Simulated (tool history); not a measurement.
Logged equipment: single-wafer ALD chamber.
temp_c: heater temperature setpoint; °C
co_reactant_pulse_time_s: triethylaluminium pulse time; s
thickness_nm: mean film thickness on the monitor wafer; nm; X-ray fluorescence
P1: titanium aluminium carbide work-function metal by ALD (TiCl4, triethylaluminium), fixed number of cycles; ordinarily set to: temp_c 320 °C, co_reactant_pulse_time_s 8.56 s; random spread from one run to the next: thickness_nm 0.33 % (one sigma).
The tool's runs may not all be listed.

run	day	temp_c	co_reactant_pulse_time_s	thickness_nm
1	0.400	320	8.56	2.1274
2	0.746	320	8.56	2.1396
3	1.008	320	8.56	2.1324
4	1.525	320	12.18	2.2210
5	1.904	296	8.56	1.9323
6	2.450	320	8.56	2.1249
7	2.779	345	8.56	2.3635
8	3.325	338	3.48	1.6829
9	3.712	320	3.14	1.4792
10	4.283	320	8.56	2.1202
11	4.617	320	8.56	2.1306
12	5.171	320	8.56	2.1283
13	5.717	320	8.56	2.1057
14	5.992	320	8.56	2.1063
15	6.533	320	8.56	2.1006
16	6.938	320	8.56	2.1081
17	7.475	320	8.56	2.0918
18	7.875	320	8.56	2.0783
19	8.388	320	8.56	2.0935
20	8.758	320	8.56	2.0862
21	9.067	320	8.56	2.0971
22	9.408	320	8.56	2.0848

Something has made what P1 gives creep away from where it was; the 2 causes below, each at its own stated size, fit the log equally well:
A: wafer temperature below the value expected at the setpoint (K) = 4.87
B: triethylaluminium dose below that of a fresh bottle (%) = 10.4
The onset of the drift is placed at about day 5.171.

Question marks stand in for the results of the 4 check runs listed below, each run on one wafer. Under which run would the listed causes show clearly different results?
check 1	9.750	320	3.21	?
check 2	9.750	296	8.56	?
check 3	9.750	344	8.56	?
check 4	9.750	341	10.95	?

Expected result of each check under each candidate cause:
check	result	if A	if B
check 1	thickness_nm	1.4747	1.4137
check 2	thickness_nm	1.8831	1.8862
check 3	thickness_nm	2.2961	2.2924
check 4	thickness_nm	2.3402	2.3571
How far apart the two closest causes lie, in the result that separates them most: check 1 4.22 %; check 2 0.16 %; check 3 0.16 %; check 4 0.72 %
The other checks would show nearly matching results whichever cause is true, so check 1 is the only one that separates the causes.

Here is what check 1 returned: thickness_nm 1.4761 nm. Which cause is it?

The cause is A: wafer temperature below the value expected at the setpoint (K).
